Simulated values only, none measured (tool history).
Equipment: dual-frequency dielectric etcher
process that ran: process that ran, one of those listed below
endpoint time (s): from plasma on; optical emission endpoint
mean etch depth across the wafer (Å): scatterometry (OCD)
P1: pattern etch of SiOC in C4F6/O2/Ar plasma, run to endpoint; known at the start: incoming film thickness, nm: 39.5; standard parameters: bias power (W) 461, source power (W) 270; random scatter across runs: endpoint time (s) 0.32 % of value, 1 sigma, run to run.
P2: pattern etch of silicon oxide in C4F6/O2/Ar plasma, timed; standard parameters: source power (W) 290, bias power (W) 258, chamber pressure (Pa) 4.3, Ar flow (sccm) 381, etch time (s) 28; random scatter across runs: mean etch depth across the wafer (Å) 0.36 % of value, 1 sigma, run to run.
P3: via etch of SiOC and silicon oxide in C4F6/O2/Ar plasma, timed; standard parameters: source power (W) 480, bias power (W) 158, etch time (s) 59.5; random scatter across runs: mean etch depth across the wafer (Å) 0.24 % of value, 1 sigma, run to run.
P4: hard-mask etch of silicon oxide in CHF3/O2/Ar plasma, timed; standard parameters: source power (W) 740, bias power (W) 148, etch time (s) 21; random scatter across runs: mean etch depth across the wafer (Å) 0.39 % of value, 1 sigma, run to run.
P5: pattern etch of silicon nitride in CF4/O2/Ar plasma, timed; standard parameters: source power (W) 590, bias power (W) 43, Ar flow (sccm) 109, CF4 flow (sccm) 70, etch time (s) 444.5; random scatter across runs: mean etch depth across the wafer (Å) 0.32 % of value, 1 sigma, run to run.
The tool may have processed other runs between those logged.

run,hour,process that ran,bias power (W),source power (W),etch time (s),Ar flow (sccm),CF4 flow (sccm),chamber pressure (Pa),hours since the last wet clean,hours since the last bias power generator calibration,hours since the last source power generator calibration,endpoint time (s),mean etch depth across the wafer (Å)
1,3.6,P1,461,270,,,,,347.8,1745,1488.9,15.877,
2,8,P3,158,480,59.5,,,,352.2,1749.4,1493.3,,676.16
3,12.6,P1,461,270,,,,,356.8,1754,1497.9,15.925,
4,17.4,P1,461,270,,,,,361.6,1758.8,1502.7,15.952,
5,22.3,P5,52,590,444.5,109,70,,366.5,1763.7,1507.6,,9357.5
6,26.3,P2,258,290,28,462,,4.3,370.5,1767.7,1511.6,,829.83
7,29.7,P3,158,480,59.5,,,,373.9,1771.1,1515,,673.68
8,33.9,P4,93,740,21,,,,378.1,1775.3,1519.2,,367.24
9,38,P1,461,270,,,,,382.2,1779.4,1523.3,15.874,
10,41.1,P3,158,480,40.5,,,,385.3,1782.5,1526.4,,458.17
11,45.7,P4,148,740,21,,,,389.9,1787.1,1531,,421.64
12,48.8,P1,282,270,,,,,393,1790.2,1534.1,19.112,
13,51.5,P4,148,740,21,,,,395.7,1792.9,1536.8,,422.97
14,54.5,P5,43,590,444.5,109,84,,398.7,1795.9,1539.8,,8916.1
15,57.5,P2,258,290,28,381,,4.3,401.7,1798.9,1542.8,,841.78
# hour 59.2: wet clean of the chamber
16,61.9,P1,461,270,,,,,2.8,1803.3,1547.2,15.939,
17,66.7,P5,43,590,444.5,150,70,,7.6,1808.1,1552,,8254.8
18,70.2,P5,43,590,244.5,109,70,,11.1,1811.6,1555.5,,4770.7
19,74.2,P5,43,590,444.5,109,70,,15.1,1815.6,1559.5,,8645.5
20,79,P5,43,590,444.5,109,70,,19.9,1820.4,1564.3,,8681.8
21,83.6,P2,199,290,28,381,,4.3,24.5,1825,1568.9,,781.78
22,86.9,P2,258,290,28,381,,5.6,27.8,1828.3,1572.2,,822.92
23,91.5,P1,461,220,,,,,32.4,1832.9,1576.8,17.241,

Predict the results of run 24:
24,94.4,P4,148,970,21,,,,35.3,1835.8,1579.7,,?

mean etch depth across the wafer (Å): 469.36
